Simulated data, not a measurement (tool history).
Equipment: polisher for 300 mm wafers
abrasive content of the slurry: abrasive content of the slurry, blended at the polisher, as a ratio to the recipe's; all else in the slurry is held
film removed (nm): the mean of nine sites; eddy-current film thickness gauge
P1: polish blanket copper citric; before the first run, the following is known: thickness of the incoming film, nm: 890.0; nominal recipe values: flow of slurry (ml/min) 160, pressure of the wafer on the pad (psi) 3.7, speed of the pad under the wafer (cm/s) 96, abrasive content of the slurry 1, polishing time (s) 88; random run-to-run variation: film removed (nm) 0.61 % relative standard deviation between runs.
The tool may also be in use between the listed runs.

| run | day | flow of slurry (ml/min) | pressure of the wafer on the pad (psi) | speed of the pad under the wafer (cm/s) | abrasive content of the slurry | polishing time (s) | film removed (nm) |
|---|---|---|---|---|---|---|---|
| 1 | 0.492 | 160 | 3.7 | 96 | 1 | 88 | 226.59 |
| 2 | 0.738 | 160 | 3.7 | 44 | 1 | 88 | 106.91 |
| 3 | 1.267 | 160 | 3.7 | 96 | 1.45 | 88 | 248.63 |
| 4 | 1.588 | 160 | 3.7 | 96 | 1 | 88 | 227.63 |
| 5 | 1.908 | 160 | 3.7 | 96 | 1 | 88 | 226.82 |
| 6 | 2.433 | 160 | 1.7 | 66 | 1 | 88 | 75.57 |
| 7 | 2.892 | 160 | 3.7 | 96 | 1 | 128 | 330.61 |
| 8 | 3.408 | 160 | 3.7 | 96 | 1 | 88 | 229.39 |
| 9 | 3.942 | 160 | 3.7 | 96 | 1 | 41 | 107.08 |
| 10 | 4.3 | 160 | 3.7 | 138 | 1 | 88 | 326.41 |
| 11 | 4.633 | 160 | 5.3 | 96 | 1 | 88 | 324.11 |
| 12 | 5.154 | 160 | 3.7 | 96 | 1 | 88 | 225.07 |
| 13 | 5.571 | 230 | 3.7 | 96 | 1 | 88 | 240.06 |
|  | 5.746 | head pressure recalibrated |
| 14 | 6.046 | 160 | 3.7 | 96 | 0.55 | 88 | 202.63 |
| 15 | 6.508 | 95 | 3.7 | 96 | 1 | 88 | 203.17 |
| 16 | 6.8 | 160 | 1.8 | 96 | 1 | 88 | 114.73 |
| 17 | 7.217 | 160 | 3.7 | 96 | 1 | 88 | 226.65 |
| 18 | 7.721 | 160 | 3.7 | 96 | 1 | 88 | 223.24 |
| 19 | 8.25 | 160 | 3.7 | 96 | 1 | 88 | 217.45 |
| 20 | 8.712 | 160 | 3.7 | 96 | 1 | 88 | 216.09 |
| 21 | 9.112 | 160 | 3.7 | 96 | 1 | 88 | 214.38 |
|  | 9.233 | head pressure recalibrated |
| 22 | 9.583 | 160 | 3.7 | 96 | 1 | 88 | 212.98 |
|  | 9.588 | worn pad replaced by a new one |
| 23 | 10.112 | 160 | 3.7 | 96 | 1 | 88 | 211.59 |
| 24 | 10.538 | 160 | 3.7 | 96 | 1 | 88 | 209.79 |
| 25 | 11 | 160 | 3.7 | 96 | 1 | 88 | 212.08 |

Compared with where it was, what P1 gives has crept away. Each cause listed below fits the log as well as the rest, at the size given for it:
A: abrasive missing from the slurry, % = 30.5
B: slurry flow missing at the pad, % = 32.2
The gradual shift began around day 7.217.
What rules out each remaining cause:
removal rate lost through wear of the pad, %: its service at day 9.588 followed the start of the drift and did not put the process back to its old value
head's pressure below its setpoint, %: its service at day 9.233 followed the start of the drift and did not put the process back to its old value

Consider the 4 single-wafer check runs listed below, results given as question marks: which one distinguishes between the causes by giving clearly different results for each?
| check 1 | 11.462 | 160 | 1.9 | 96 | 1 | 67 | ? |
| check 2 | 11.462 | 160 | 3.7 | 96 | 1.4 | 88 | ? |
| check 3 | 11.462 | 160 | 3.7 | 48 | 0.6 | 88 | ? |
| check 4 | 11.462 | 95 | 3.7 | 96 | 0.8 | 88 | ? |

If the cause were each of the candidates in turn, the checks would give the following:
| check | result | if A | if B |
|---|---|---|---|
| check 1 | film removed (nm) | 84.143 | 84.14 |
| check 2 | film removed (nm) | 226.54 | 227.24 |
| check 3 | film removed (nm) | 97.357 | 96.875 |
| check 4 | film removed (nm) | 180.98 | 172.77 |
Distance between the nearest two causes, measured in the result of the check that separates them most: check 1 0 %; check 2 0.31 %; check 3 0.5 %; check 4 4.64 %
Check 4 is the one run that separates the causes; every other check would come out nearly the same whichever cause is at work.

Check 4 was carried out, with these results: film removed (nm) 181.52. Which of the listed causes is responsible?

Of the candidate causes, it is A: abrasive missing from the slurry, %.
